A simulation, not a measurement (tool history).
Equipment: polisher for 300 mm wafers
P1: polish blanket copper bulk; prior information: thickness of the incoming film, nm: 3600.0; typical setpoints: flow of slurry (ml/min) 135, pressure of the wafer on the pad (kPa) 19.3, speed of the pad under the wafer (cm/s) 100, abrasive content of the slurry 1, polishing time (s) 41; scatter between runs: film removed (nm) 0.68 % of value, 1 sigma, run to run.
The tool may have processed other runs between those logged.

run,hour,flow of slurry (ml/min),pressure of the wafer on the pad (kPa),speed of the pad under the wafer (cm/s),abrasive content of the slurry,polishing time (s),wafers polished on this pad,hours since the slurry nozzle was cleaned,hours since the head pressure was calibrated,hours since the slurry blender was calibrated,film removed (nm)
1,8.8,135,19.3,100,1,41,843,81.8,309.1,141.9,322.51
2,16.7,135,19.3,100,1,29,901,89.7,317,149.8,228.23
3,25.8,135,19.3,100,1,41,969,98.8,326.1,158.9,321.18
4,38.9,135,9,100,1,50,1065,111.9,339.2,172,181.23
5,48.4,135,19.3,100,1,41,1135,121.4,348.7,181.5,323.04
6,61.5,135,30.3,100,1,41,1232,134.5,361.8,194.6,501.98
7,75.8,135,19.3,100,1,41,1338,148.8,376.1,208.9,323.4
8,92.8,135,19.3,100,1,41,1463,165.8,393.1,225.9,319.9
9,105.5,135,19.3,100,0.65,41,1557,178.5,405.8,238.6,296.29
10,118.6,80,19.3,100,1,41,1654,191.6,418.9,251.7,284.75
# hour 127.1: slurry nozzle cleaned
11,134.1,135,9,100,1,41,1768,7.1,434.4,267.2,147.64
12,151.1,135,19.3,144,1,41,1894,24.1,451.4,284.2,460.23
13,164.5,135,19.3,62,1,41,1993,37.5,464.8,297.6,199.02
14,176.5,135,19.3,100,1,41,2081,49.5,476.8,309.6,320.65
15,184.3,135,19.3,100,1,61,2139,57.3,484.6,317.4,474.77
16,197.1,190,19.3,100,1,41,2233,70.1,497.4,330.2,342.9
17,210.9,135,19.3,100,1.35,41,2335,83.9,511.2,344,344.23
18,226.6,135,19.3,100,1,41,2451,99.6,526.9,359.7,322.34
19,237.3,135,19.3,100,1,41,2530,110.3,537.6,370.4,312.36
20,254.1,135,19.3,100,1,41,2654,127.1,554.4,387.2,303.97
21,263.2,135,19.3,100,1,41,2721,136.2,563.5,396.3,302.57
22,279,135,19.3,100,1,41,2838,152,579.3,412.1,301.88
# hour 281.6: head pressure recalibrated
# hour 286.8: slurry blender recalibrated
23,294.2,135,19.3,100,1,41,2950,167.2,12.6,7.5,296.3
24,302.9,135,19.3,100,1,41,3015,175.9,21.3,16.2,294.83
25,314.3,135,19.3,100,1,41,3099,187.3,32.7,27.6,297.39
26,321.9,135,19.3,100,1,41,3155,194.9,40.3,35.2,292.89
27,329.6,135,19.3,100,1,41,3212,202.6,48,42.9,291.1
28,346.1,135,19.3,100,1,41,3333,219.1,64.5,59.4,294.32
29,357,135,19.3,100,1,41,3414,230,75.4,70.3,295.63

What P1 gives has crept off from where it sat before. The 2 causes that follow fit the log equally well, each at the size noted:
A: slurry flow missing at the pad, % = 32.1
B: removal rate lost through wear of the pad, % = 8.46
The process output started creeping at around hour 226.6.
Excluded causes, each with its reason:
head's pressure below its setpoint, %: its service at hour 281.6 followed the start of the drift and did not put the process back to its old value
abrasive missing from the slurry, %: its service at hour 286.8 followed the start of the drift and did not put the process back to its old value

Which of the 4 check runs listed below, each an average over 2 wafers with its results shown as question marks, gives clearly different results under the different listed causes?
check 1,367.9,135,25.5,100,1,41,,,,,?
check 2,367.9,135,19.3,100,0.75,41,,,,,?
check 3,367.9,135,29.6,100,1,57,,,,,?
check 4,367.9,90,19.3,100,1,41,,,,,?

What every check run would give for each of its results, assuming each possible cause in turn:
check,result,if A,if B
check 1,film removed (nm),388.45,388.4
check 2,film removed (nm),276.69,276.65
check 3,film removed (nm),627.62,627.54
check 4,film removed (nm),258,267.76
Distance between the nearest two causes, measured in the result of the check that separates them most: check 1 0.01 %; check 2 0.01 %; check 3 0.01 %; check 4 3.71 %
Only check 4 tells the causes apart: in the others they would give nearly the same result.

After running check 4, the following was obtained: film removed (nm) 269.82. Which cause does this point to?

The correct cause is B, namely: removal rate lost through wear of the pad, %.

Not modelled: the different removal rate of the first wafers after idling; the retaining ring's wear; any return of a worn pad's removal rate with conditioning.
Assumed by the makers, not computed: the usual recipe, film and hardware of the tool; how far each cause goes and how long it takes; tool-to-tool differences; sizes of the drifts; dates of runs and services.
